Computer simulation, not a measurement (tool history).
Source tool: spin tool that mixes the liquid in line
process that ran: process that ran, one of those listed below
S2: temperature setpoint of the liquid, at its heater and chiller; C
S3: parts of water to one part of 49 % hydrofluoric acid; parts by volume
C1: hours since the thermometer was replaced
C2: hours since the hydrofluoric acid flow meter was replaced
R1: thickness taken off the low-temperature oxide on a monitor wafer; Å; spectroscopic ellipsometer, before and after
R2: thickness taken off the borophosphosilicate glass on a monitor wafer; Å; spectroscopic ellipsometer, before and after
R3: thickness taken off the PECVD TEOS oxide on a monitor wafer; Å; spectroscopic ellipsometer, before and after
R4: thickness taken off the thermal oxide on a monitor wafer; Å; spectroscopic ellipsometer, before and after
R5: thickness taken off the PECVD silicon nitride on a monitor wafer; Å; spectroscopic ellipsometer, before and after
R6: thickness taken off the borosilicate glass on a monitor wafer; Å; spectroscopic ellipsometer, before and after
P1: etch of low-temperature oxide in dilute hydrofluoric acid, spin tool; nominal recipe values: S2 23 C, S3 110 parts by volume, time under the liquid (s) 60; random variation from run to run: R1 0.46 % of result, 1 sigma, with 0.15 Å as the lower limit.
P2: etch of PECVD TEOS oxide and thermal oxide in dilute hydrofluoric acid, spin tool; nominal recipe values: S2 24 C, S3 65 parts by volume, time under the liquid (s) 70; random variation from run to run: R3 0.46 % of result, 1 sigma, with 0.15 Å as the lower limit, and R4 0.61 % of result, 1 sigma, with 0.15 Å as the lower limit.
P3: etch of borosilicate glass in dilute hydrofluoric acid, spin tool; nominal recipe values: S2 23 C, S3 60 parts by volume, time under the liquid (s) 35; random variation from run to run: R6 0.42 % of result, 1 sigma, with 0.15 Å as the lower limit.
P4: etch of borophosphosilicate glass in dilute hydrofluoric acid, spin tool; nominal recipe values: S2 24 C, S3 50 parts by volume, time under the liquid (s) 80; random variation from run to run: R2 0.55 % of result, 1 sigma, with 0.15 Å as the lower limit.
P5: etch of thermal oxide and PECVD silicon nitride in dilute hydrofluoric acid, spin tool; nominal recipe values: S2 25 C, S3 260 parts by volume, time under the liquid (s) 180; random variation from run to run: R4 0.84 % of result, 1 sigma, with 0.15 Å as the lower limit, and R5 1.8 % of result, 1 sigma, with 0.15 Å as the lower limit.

run 1 day=0.212 | process_that_ran=P1 S2=23 S3=110 time_under_the_liquid_(s)=60 | C1=1227.2 C2=470.6 | R1=98.992
run 2 day=0.362 | process_that_ran=P4 S2=24 S3=50 time_under_the_liquid_(s)=80 | C1=1230.8 C2=474.2 | R2=450.16
run 3 day=0.517 | process_that_ran=P1 S2=31 S3=110 time_under_the_liquid_(s)=20 | C1=1234.5 C2=477.9 | R1=45.193
run 4 day=0.775 | process_that_ran=P4 S2=24 S3=50 time_under_the_liquid_(s)=80 | C1=1240.7 C2=484.1 | R2=445.16
run 5 day=0.9 | process_that_ran=P1 S2=17 S3=110 time_under_the_liquid_(s)=60 | C1=1243.7 C2=487.1 | R1=78.101
run 6 day=1.162 | process_that_ran=P2 S2=17 S3=65 time_under_the_liquid_(s)=70 | C1=1250 C2=493.4 | R3=71.203 R4=40.264
run 7 day=1.317 | process_that_ran=P5 S2=25 S3=260 time_under_the_liquid_(s)=180 | C1=1253.7 C2=497.1 | R4=27.095 R5=12.523
-- day=1.546 hydrofluoric acid flow meter replaced
run 8 day=1.588 | process_that_ran=P1 S2=19.5 S3=110 time_under_the_liquid_(s)=20 | C1=1260.2 C2=1 | R1=28.982
run 9 day=1.721 | process_that_ran=P2 S2=24 S3=65 time_under_the_liquid_(s)=15 | C1=1263.4 C2=4.2 | R3=20.784 R4=11.743
run 10 day=1.954 | process_that_ran=P5 S2=31.5 S3=260 time_under_the_liquid_(s)=180 | C1=1269 C2=9.8 | R4=34.157 R5=19.011
run 11 day=2.15 | process_that_ran=P2 S2=24 S3=95 time_under_the_liquid_(s)=70 | C1=1273.7 C2=14.5 | R3=63.098 R4=35.638
run 12 day=2.342 | process_that_ran=P1 S2=23 S3=110 time_under_the_liquid_(s)=60 | C1=1278.3 C2=19.1 | R1=99.491
run 13 day=2.571 | process_that_ran=P1 S2=23 S3=110 time_under_the_liquid_(s)=60 | C1=1283.8 C2=24.6 | R1=99.723
run 14 day=2.712 | process_that_ran=P1 S2=23 S3=110 time_under_the_liquid_(s)=105 | C1=1287.2 C2=28 | R1=174.43
run 15 day=2.854 | process_that_ran=P1 S2=23 S3=60 time_under_the_liquid_(s)=60 | C1=1290.6 C2=31.4 | R1=194.78
run 16 day=3 | process_that_ran=P4 S2=24 S3=85 time_under_the_liquid_(s)=80 | C1=1294.1 C2=34.9 | R2=251.21
-- day=3.021 thermometer replaced
run 17 day=3.2 | process_that_ran=P4 S2=24 S3=50 time_under_the_liquid_(s)=125 | C1=4.4 C2=39.7 | R2=700.36
run 18 day=3.454 | process_that_ran=P4 S2=30 S3=50 time_under_the_liquid_(s)=80 | C1=10.5 C2=45.8 | R2=573.42
run 19 day=3.696 | process_that_ran=P2 S2=24 S3=65 time_under_the_liquid_(s)=70 | C1=16.3 C2=51.6 | R3=95.062 R4=53.926
run 20 day=3.921 | process_that_ran=P5 S2=25 S3=260 time_under_the_liquid_(s)=180 | C1=21.7 C2=57 | R4=27.865 R5=12.758
run 21 day=4.196 | process_that_ran=P1 S2=23 S3=110 time_under_the_liquid_(s)=60 | C1=28.3 C2=63.6 | R1=99.116
run 22 day=4.475 | process_that_ran=P5 S2=25 S3=260 time_under_the_liquid_(s)=90 | C1=35 C2=70.3 | R4=13.869 R5=6.0746

Estimate the outcome of run 23 from the log above:
run 23 day=4.733 | process_that_ran=P3 S2=23 S3=100 time_under_the_liquid_(s)=35 | C1=41.2 C2=76.5 | R6=?

For run 23 the tool returned R6 74.702 Å.

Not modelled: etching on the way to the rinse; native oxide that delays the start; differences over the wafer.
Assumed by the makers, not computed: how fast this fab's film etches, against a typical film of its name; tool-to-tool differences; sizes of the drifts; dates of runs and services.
